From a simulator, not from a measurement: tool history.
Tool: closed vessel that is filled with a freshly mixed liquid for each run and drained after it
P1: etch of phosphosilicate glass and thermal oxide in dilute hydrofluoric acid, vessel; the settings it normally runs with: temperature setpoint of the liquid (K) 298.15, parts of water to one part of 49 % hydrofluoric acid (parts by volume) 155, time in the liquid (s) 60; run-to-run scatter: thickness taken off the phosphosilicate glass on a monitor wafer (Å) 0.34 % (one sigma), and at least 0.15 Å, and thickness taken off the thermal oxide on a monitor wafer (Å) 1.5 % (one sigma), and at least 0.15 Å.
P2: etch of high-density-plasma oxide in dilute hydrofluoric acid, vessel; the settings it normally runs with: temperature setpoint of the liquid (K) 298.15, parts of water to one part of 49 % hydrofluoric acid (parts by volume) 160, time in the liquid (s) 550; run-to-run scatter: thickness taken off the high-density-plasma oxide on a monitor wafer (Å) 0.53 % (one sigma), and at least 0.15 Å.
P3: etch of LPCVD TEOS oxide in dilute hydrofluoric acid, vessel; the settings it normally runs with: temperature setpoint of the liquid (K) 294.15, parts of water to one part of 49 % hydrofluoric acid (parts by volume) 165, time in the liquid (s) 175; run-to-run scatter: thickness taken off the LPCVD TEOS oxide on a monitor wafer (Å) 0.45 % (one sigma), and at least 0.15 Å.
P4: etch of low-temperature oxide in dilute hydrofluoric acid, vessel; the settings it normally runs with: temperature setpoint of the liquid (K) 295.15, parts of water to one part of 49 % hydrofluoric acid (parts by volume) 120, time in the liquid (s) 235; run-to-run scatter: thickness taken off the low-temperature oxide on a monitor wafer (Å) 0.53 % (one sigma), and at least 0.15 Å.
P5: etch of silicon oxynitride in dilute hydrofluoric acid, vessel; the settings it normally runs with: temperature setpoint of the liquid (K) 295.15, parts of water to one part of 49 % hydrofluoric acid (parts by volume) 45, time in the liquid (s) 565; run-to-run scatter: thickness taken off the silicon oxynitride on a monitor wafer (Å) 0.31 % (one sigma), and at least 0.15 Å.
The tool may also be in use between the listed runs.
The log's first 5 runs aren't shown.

run	hour	process that ran	temperature setpoint of the liquid (K)	parts of water to one part of 49 % hydrofluoric acid (parts by volume)	time in the liquid (s)	thickness taken off the phosphosilicate glass on a monitor wafer (Å)	thickness taken off the thermal oxide on a monitor wafer (Å)	thickness taken off the low-temperature oxide on a monitor wafer (Å)	thickness taken off the high-density-plasma oxide on a monitor wafer (Å)	thickness taken off the LPCVD TEOS oxide on a monitor wafer (Å)	thickness taken off the silicon oxynitride on a monitor wafer (Å)
6	19.8	P4	302.15	120	235			432.9			
7	22.7	P2	291.15	160	550				176.5		
8	26.9	P1	294.15	155	60	192.81	15.332				
9	29.4	P3	294.15	255	175					139.2	
10	31.3	P3	294.15	165	175					234.35	
11	35.4	P1	304.15	155	60	279.08	22.238				
12	38.3	P5	295.15	45	120						62.238
13	40.8	P4	295.15	120	235			332.72			
14	43.6	P2	298.15	160	550				231.43		
15	46.7	P2	298.15	160	550				232.66		
16	50.7	P3	298.65	165	175					277.54	
17	53.6	P1	298.15	155	60	225.16	17.739				
18	57	P5	295.15	20	565						671.85
19	59.7	P1	298.15	155	90	335.97	26.644				
# hour 61.7: thermometer replaced
20	63.9	P4	295.15	120	120			168.38			
21	67.8	P1	298.15	85	30	222.12	17.268				
22	70.1	P1	298.15	155	30	111.64	8.9306				
23	74.2	P1	305.65	155	100	490.76	38.274				
24	77.3	P2	298.15	220	550				157.96		
25	79.9	P2	298.15	160	900				374.81		
26	83.3	P5	295.15	45	565						292.75

Forecast run 27:
27	87.1	P5	290.15	45	565						?

thickness taken off the silicon oxynitride on a monitor wafer (Å): 228.5
